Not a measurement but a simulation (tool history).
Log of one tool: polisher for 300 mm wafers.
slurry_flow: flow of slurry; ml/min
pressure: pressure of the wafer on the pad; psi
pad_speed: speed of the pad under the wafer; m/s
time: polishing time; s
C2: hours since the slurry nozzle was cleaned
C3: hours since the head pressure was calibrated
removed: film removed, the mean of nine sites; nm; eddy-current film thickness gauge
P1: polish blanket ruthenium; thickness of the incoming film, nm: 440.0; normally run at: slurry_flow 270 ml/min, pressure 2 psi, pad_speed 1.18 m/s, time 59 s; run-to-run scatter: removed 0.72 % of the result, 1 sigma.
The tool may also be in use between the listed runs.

{"run": 1, "hour": 3.3, "slurry_flow": 270, "pressure": 2, "pad_speed": 1.18, "time": 59, "wafers polished on this pad": 906, "C2": 312.9, "C3": 440.2, "removed": 74.366}
{"run": 2, "hour": 6.6, "slurry_flow": 270, "pressure": 2, "pad_speed": 1.18, "time": 59, "wafers polished on this pad": 934, "C2": 316.2, "C3": 443.5, "removed": 75.057}
{"run": 3, "hour": 10.7, "slurry_flow": 270, "pressure": 2, "pad_speed": 1.18, "time": 59, "wafers polished on this pad": 968, "C2": 320.3, "C3": 447.6, "removed": 75.202}
{"hour": 13.9, "done": "head pressure recalibrated"}
{"run": 4, "hour": 14.1, "slurry_flow": 270, "pressure": 2, "pad_speed": 0.62, "time": 59, "wafers polished on this pad": 996, "C2": 323.7, "C3": 0.3, "removed": 39.625}
{"run": 5, "hour": 16.6, "slurry_flow": 270, "pressure": 1.4, "pad_speed": 1.18, "time": 59, "wafers polished on this pad": 1017, "C2": 326.2, "C3": 2.8, "removed": 52.88}
{"run": 6, "hour": 20.3, "slurry_flow": 345, "pressure": 2, "pad_speed": 1.18, "time": 59, "wafers polished on this pad": 1048, "C2": 329.9, "C3": 6.5, "removed": 77.15}
{"run": 7, "hour": 24.5, "slurry_flow": 270, "pressure": 2, "pad_speed": 1.18, "time": 59, "wafers polished on this pad": 1083, "C2": 334.1, "C3": 10.7, "removed": 74.301}
{"run": 8, "hour": 28.7, "slurry_flow": 160, "pressure": 2, "pad_speed": 1.18, "time": 59, "wafers polished on this pad": 1118, "C2": 338.3, "C3": 14.9, "removed": 69.447}
{"run": 9, "hour": 32.7, "slurry_flow": 270, "pressure": 2, "pad_speed": 1.64, "time": 59, "wafers polished on this pad": 1152, "C2": 342.3, "C3": 18.9, "removed": 103.08}
{"run": 10, "hour": 35.6, "slurry_flow": 270, "pressure": 2.6, "pad_speed": 1.18, "time": 59, "wafers polished on this pad": 1176, "C2": 345.2, "C3": 21.8, "removed": 97.834}
{"run": 11, "hour": 38.7, "slurry_flow": 270, "pressure": 2, "pad_speed": 1.18, "time": 82, "wafers polished on this pad": 1202, "C2": 348.3, "C3": 24.9, "removed": 104.17}
{"hour": 42.5, "done": "slurry nozzle cleaned"}
{"run": 12, "hour": 42.7, "slurry_flow": 270, "pressure": 1.2, "pad_speed": 0.58, "time": 59, "wafers polished on this pad": 1235, "C2": 0.3, "C3": 28.9, "removed": 21.86}
{"run": 13, "hour": 44.7, "slurry_flow": 270, "pressure": 2, "pad_speed": 1.18, "time": 59, "wafers polished on this pad": 1252, "C2": 2.3, "C3": 30.9, "removed": 75.694}

Run 14 comes next. What will it give?
{"run": 14, "hour": 49.0, "slurry_flow": 270, "pressure": 2, "pad_speed": 1.18, "time": 40, "wafers polished on this pad": 1288, "C2": 6.6, "C3": 35.2, "removed": "?"}

{"run 14": {"removed": 50.319}}

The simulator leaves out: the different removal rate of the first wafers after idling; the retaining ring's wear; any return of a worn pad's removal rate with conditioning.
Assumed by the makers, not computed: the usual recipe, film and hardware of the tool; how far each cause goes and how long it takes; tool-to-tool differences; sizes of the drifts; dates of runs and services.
